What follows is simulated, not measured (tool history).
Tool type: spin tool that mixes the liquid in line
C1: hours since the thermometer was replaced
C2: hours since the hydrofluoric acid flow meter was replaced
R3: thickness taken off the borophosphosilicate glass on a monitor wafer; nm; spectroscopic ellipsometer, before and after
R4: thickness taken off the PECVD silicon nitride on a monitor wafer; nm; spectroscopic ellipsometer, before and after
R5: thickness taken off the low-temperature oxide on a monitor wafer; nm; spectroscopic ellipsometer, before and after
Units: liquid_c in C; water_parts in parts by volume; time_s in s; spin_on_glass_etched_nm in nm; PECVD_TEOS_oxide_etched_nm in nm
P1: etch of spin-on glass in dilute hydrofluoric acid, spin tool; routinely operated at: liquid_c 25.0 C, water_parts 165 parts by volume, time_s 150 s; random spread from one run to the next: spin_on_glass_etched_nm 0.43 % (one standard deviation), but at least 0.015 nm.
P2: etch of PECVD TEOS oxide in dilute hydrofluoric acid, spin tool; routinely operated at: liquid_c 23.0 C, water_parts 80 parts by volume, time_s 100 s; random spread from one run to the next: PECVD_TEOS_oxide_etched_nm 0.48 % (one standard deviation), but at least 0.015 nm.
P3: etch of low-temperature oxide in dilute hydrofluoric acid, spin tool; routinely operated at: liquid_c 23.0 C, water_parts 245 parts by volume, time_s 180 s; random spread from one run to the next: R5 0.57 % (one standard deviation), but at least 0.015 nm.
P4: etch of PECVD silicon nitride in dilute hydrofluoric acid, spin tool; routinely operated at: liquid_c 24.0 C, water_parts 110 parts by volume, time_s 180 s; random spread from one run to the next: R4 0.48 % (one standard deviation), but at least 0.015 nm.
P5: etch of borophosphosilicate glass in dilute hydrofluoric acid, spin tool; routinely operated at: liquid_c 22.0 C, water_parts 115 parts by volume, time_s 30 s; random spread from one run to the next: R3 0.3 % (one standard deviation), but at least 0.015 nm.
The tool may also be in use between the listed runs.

Run 1, hour 5.2: process P1, liquid_c 25.0 C, water_parts 165 parts by volume, time_s 150 s; C1 458.5; C2 591.9. Result: spin_on_glass_etched_nm 52.419 nm.
Run 2, hour 11.8: process P1, liquid_c 25.0 C, water_parts 165 parts by volume, time_s 150 s; C1 465.1; C2 598.5. Result: spin_on_glass_etched_nm 52.008 nm.
Run 3, hour 16.6: process P2, liquid_c 23.0 C, water_parts 80 parts by volume, time_s 100 s; C1 469.9; C2 603.3. Result: PECVD_TEOS_oxide_etched_nm 30.254 nm.
Run 4, hour 22.3: process P2, liquid_c 23.0 C, water_parts 80 parts by volume, time_s 40 s; C1 475.6; C2 609.0. Result: PECVD_TEOS_oxide_etched_nm 12.069 nm.
Run 5, hour 28.3: process P1, liquid_c 25.0 C, water_parts 165 parts by volume, time_s 40 s; C1 481.6; C2 615.0. Result: spin_on_glass_etched_nm 14.001 nm.
Run 6, hour 35.9: process P1, liquid_c 25.0 C, water_parts 165 parts by volume, time_s 150 s; C1 489.2; C2 622.6. Result: spin_on_glass_etched_nm 51.990 nm.
Run 7, hour 40.9: process P1, liquid_c 25.0 C, water_parts 255 parts by volume, time_s 265 s; C1 494.2; C2 627.6. Result: spin_on_glass_etched_nm 54.188 nm.
Run 8, hour 45.9: process P1, liquid_c 25.0 C, water_parts 165 parts by volume, time_s 150 s; C1 499.2; C2 632.6. Result: spin_on_glass_etched_nm 52.377 nm.
Run 9, hour 50.8: process P5, liquid_c 17.5 C, water_parts 115 parts by volume, time_s 30 s; C1 504.1; C2 637.5. Result: R3 8.1760 nm.
Run 10, hour 56.5: process P4, liquid_c 24.0 C, water_parts 110 parts by volume, time_s 180 s; C1 509.8; C2 643.2. Result: R4 6.7833 nm.
Run 11, hour 62.7: process P4, liquid_c 24.0 C, water_parts 110 parts by volume, time_s 360 s; C1 516.0; C2 649.4. Result: R4 13.6660 nm.
Run 12, hour 69.3: process P1, liquid_c 25.0 C, water_parts 165 parts by volume, time_s 220 s; C1 522.6; C2 656.0. Result: spin_on_glass_etched_nm 77.002 nm.
Run 13, hour 73.5: process P3, liquid_c 23.0 C, water_parts 245 parts by volume, time_s 180 s; C1 526.8; C2 660.2. Result: R5 10.280 nm.
Run 14, hour 77.4: process P4, liquid_c 24.0 C, water_parts 160 parts by volume, time_s 180 s; C1 530.7; C2 664.1. Result: R4 4.6868 nm.
Run 15, hour 83.1: process P1, liquid_c 19.5 C, water_parts 165 parts by volume, time_s 150 s; C1 536.4; C2 669.8. Result: spin_on_glass_etched_nm 41.883 nm.
Run 16, hour 87.9: process P5, liquid_c 22.0 C, water_parts 115 parts by volume, time_s 30 s; C1 541.2; C2 674.6. Result: R3 9.8103 nm.
Run 17, hour 92.1: process P3, liquid_c 23.0 C, water_parts 245 parts by volume, time_s 180 s; C1 545.4; C2 678.8. Result: R5 10.333 nm.
Run 18, hour 97.2: process P1, liquid_c 25.0 C, water_parts 165 parts by volume, time_s 150 s; C1 550.5; C2 683.9. Result: spin_on_glass_etched_nm 52.863 nm.
Run 19, hour 102.0: process P4, liquid_c 24.0 C, water_parts 110 parts by volume, time_s 180 s; C1 555.3; C2 688.7. Result: R4 6.7873 nm.
Run 20, hour 108.2: process P4, liquid_c 29.5 C, water_parts 110 parts by volume, time_s 180 s; C1 561.5; C2 694.9. Result: R4 9.6473 nm.
Run 21, hour 116.3: process P1, liquid_c 25.0 C, water_parts 225 parts by volume, time_s 285 s; C1 569.6; C2 703.0. Result: spin_on_glass_etched_nm 68.122 nm.
Run 22, hour 124.6: process P5, liquid_c 22.0 C, water_parts 115 parts by volume, time_s 30 s; C1 577.9; C2 711.3. Result: R3 9.8127 nm.
Run 23, hour 132.3: process P2, liquid_c 23.0 C, water_parts 80 parts by volume, time_s 100 s; C1 585.6; C2 719.0. Result: PECVD_TEOS_oxide_etched_nm 30.245 nm.
Run 24, hour 139.8: process P1, liquid_c 25.0 C, water_parts 165 parts by volume, time_s 150 s; C1 593.1; C2 726.5. Result: spin_on_glass_etched_nm 52.212 nm.
Run 25, hour 145.2: process P1, liquid_c 25.0 C, water_parts 235 parts by volume, time_s 150 s; C1 598.5; C2 731.9. Result: spin_on_glass_etched_nm 33.958 nm.
Run 26, hour 153.1: process P1, liquid_c 25.0 C, water_parts 35 parts by volume, time_s 150 s; C1 606.4; C2 739.8. Result: spin_on_glass_etched_nm 292.460 nm.
Run 27, hour 158.3: process P5, liquid_c 22.0 C, water_parts 25 parts by volume, time_s 30 s; C1 611.6; C2 745.0. Result: R3 50.1740 nm.
Run 28, hour 164.5: process P3, liquid_c 23.0 C, water_parts 245 parts by volume, time_s 365 s; C1 617.8; C2 751.2. Result: R5 20.859 nm.
Run 29, hour 172.8: process P3, liquid_c 30.0 C, water_parts 245 parts by volume, time_s 180 s; C1 626.1; C2 759.5. Result: R5 13.166 nm.
Run 30, hour 180.3: process P1, liquid_c 33.0 C, water_parts 165 parts by volume, time_s 150 s; C1 633.6; C2 767.0. Result: spin_on_glass_etched_nm 69.491 nm.
Run 31, hour 188.5: process P3, liquid_c 23.0 C, water_parts 50 parts by volume, time_s 180 s; C1 641.8; C2 775.2. Result: R5 61.976 nm.
Run 32, hour 193.7: process P2, liquid_c 23.0 C, water_parts 140 parts by volume, time_s 100 s; C1 647.0; C2 780.4. Result: PECVD_TEOS_oxide_etched_nm 16.071 nm.
Run 33, hour 200.8: process P5, liquid_c 22.0 C, water_parts 115 parts by volume, time_s 15 s; C1 654.1; C2 787.5. Result: R3 4.8685 nm.
Run 34, hour 207.5: process P2, liquid_c 28.0 C, water_parts 80 parts by volume, time_s 100 s; C1 660.8; C2 794.2. Result: PECVD_TEOS_oxide_etched_nm 36.935 nm.

Run 35 is up next; what results do you expect?
Run 35, hour 211.9: process P1, liquid_c 25.0 C, water_parts 165 parts by volume, time_s 150 s; C1 665.2; C2 798.6. Result: spin_on_glass_etched_nm ?.

spin_on_glass_etched_nm: 52.074 nm

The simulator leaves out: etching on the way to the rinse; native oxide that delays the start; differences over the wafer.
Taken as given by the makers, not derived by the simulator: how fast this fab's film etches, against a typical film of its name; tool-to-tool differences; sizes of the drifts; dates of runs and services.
